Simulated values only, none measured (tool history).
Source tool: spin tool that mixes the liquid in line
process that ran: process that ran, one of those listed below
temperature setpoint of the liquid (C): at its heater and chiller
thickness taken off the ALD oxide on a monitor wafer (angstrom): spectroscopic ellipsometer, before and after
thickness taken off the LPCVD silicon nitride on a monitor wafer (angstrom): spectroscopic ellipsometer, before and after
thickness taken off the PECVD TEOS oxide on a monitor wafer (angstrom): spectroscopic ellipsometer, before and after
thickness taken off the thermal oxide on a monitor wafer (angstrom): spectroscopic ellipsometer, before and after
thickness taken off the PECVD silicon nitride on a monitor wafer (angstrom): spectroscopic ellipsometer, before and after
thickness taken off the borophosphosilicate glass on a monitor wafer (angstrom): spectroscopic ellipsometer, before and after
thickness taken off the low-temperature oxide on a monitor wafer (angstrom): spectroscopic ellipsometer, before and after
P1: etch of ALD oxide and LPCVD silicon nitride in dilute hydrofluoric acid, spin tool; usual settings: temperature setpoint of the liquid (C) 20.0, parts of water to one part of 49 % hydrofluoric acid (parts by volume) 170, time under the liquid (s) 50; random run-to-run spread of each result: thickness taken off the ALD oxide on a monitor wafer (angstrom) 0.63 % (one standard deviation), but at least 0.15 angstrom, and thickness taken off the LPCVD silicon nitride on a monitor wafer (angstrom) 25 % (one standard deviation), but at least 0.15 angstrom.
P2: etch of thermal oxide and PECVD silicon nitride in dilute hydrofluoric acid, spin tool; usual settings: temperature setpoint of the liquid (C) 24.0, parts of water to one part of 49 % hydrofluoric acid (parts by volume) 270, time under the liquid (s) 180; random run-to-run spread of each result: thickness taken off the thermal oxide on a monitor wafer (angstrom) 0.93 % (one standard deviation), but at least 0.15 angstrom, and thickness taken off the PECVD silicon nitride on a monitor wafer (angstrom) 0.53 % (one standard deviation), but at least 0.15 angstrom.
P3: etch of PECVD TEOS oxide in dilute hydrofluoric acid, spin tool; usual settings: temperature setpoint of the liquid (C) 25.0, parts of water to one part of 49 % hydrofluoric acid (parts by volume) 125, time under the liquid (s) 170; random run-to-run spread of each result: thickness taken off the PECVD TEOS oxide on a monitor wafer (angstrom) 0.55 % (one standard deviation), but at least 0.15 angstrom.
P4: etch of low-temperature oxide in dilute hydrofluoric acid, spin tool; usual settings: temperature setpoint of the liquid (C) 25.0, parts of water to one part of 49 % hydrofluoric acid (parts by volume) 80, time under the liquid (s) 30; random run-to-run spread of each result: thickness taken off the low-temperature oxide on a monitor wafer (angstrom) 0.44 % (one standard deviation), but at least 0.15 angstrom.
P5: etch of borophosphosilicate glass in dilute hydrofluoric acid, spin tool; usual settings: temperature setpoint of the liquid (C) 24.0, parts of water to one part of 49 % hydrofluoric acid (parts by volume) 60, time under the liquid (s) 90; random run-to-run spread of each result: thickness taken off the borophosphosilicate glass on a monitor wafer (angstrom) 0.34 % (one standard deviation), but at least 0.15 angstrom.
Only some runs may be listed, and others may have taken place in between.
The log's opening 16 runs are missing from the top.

run     day  process that ran  temperature setpoint of the liquid (C)  parts of water to one part of 49 % hydrofluoric acid (parts by volume)  time under the liquid (s)  hours since the thermometer was replaced  hours since the hydrofluoric acid flow meter was replaced  thickness taken off the ALD oxide on a monitor wafer (angstrom)  thickness taken off the LPCVD silicon nitride on a monitor wafer (angstrom)  thickness taken off the PECVD TEOS oxide on a monitor wafer (angstrom)  thickness taken off the thermal oxide on a monitor wafer (angstrom)  thickness taken off the PECVD silicon nitride on a monitor wafer (angstrom)  thickness taken off the borophosphosilicate glass on a monitor wafer (angstrom)  thickness taken off the low-temperature oxide on a monitor wafer (angstrom)
 17   4.046                P1                                    20.0                                                                     170                         50                                    1293.6                                                     1025.3                                                           48.207                                                                     0.498730
 18   4.271                P3                                    25.0                                                                     125                         15                                    1299.0                                                     1030.7                                                                                                                                                                                                                17.967
 19   4.612                P1                                    20.0                                                                     170                         50                                    1307.2                                                     1038.9                                                           47.505                                                                     0.585660
 20   4.925                P2                                    24.0                                                                     270                        180                                    1314.7                                                     1046.4                                                                                                                                                                                                                                                                                    26.6810                                                                      36.8120
 21   5.283                P1                                    20.0                                                                     170                         20                                    1323.3                                                     1055.0                                                           18.958                                                                     0.069131
 22   5.621                P4                                    25.0                                                                      20                         30                                    1331.4                                                     1063.1                                                                                                                                                                                                                                                                                                                                                                                                                                                                                                                               281.370
 23   5.883                P1                                    20.0                                                                      40                         50                                    1337.7                                                     1069.4                                                          231.160                                                                     4.734100
 24   6.146                P3                                    25.0                                                                     220                        170                                    1344.0                                                     1075.7                                                                                                                                                                                                               104.100
 25   6.450                P5                                    24.0                                                                      60                         15                                    1351.3                                                     1083.0                                                                                                                                                                                                                                                                                                                                                                                                                                                   85.328
 26   6.679                P1                                    28.0                                                                     170                         50                                    1356.8                                                     1088.5                                                           64.269                                                                     2.250900
 27   6.904                P5                                    24.0                                                                      60                         90                                    1362.2                                                     1093.9                                                                                                                                                                                                                                                                                                                                                                                                                                                  508.850
 28   7.250                P1                                    17.0                                                                     170                         75                                    1370.5                                                     1102.2                                                           63.072                                                                     1.265100
 29   7.529                P4                                    25.0                                                                      80                         15                                    1377.2                                                     1108.9                                                                                                                                                                                                                                                                                                                                                                                                                                                                                                                                32.401
 30   7.846                P1                                    20.0                                                                     170                         50                                    1384.8                                                     1116.5                                                           48.095                                                                     1.028500
 31   8.171                P3                                    25.0                                                                     125                        170                                    1392.6                                                     1124.3                                                                                                                                                                                                               204.620
 32   8.367                P4                                    25.0                                                                      80                         30                                    1397.3                                                     1129.0                                                                                                                                                                                                                                                                                                                                                                                                                                                                                                                                64.379
 33   8.600                P4                                    33.0                                                                      80                         30                                    1402.9                                                     1134.6                                                                                                                                                                                                                                                                                                                                                                                                                                                                                                                                88.070
 34   8.900                P1                                    20.0                                                                     170                         50                                    1410.1                                                     1141.8                                                           47.624                                                                     0.942550
 35   9.196                P1                                    20.0                                                                     170                         50                                    1417.2                                                     1148.9                                                           48.647                                                                     1.059700
 36   9.438                P1                                    20.0                                                                     170                         50                                    1423.0                                                     1154.7                                                           50.157                                                                     1.807500
 37   9.717                P1                                    20.0                                                                     170                         50                                    1429.7                                                     1161.4                                                           50.270                                                                     0.583770
 38   9.900                P1                                    20.0                                                                     170                         50                                    1434.1                                                     1165.8                                                           50.825                                                                     1.173100
 39  10.175                P1                                    20.0                                                                     170                         50                                    1440.7                                                     1172.4                                                           51.334                                                                     1.208500

Run 40, settings as shown, results not yet in. Your forecast:
 40  10.346                P1                                    20.0                                                                     170                         50                                    1444.8                                                     1176.5                                                                ?                                                                            ?

Run 40 gave thickness taken off the ALD oxide on a monitor wafer (angstrom) 51.126, thickness taken off the LPCVD silicon nitride on a monitor wafer (angstrom) 1.937800.
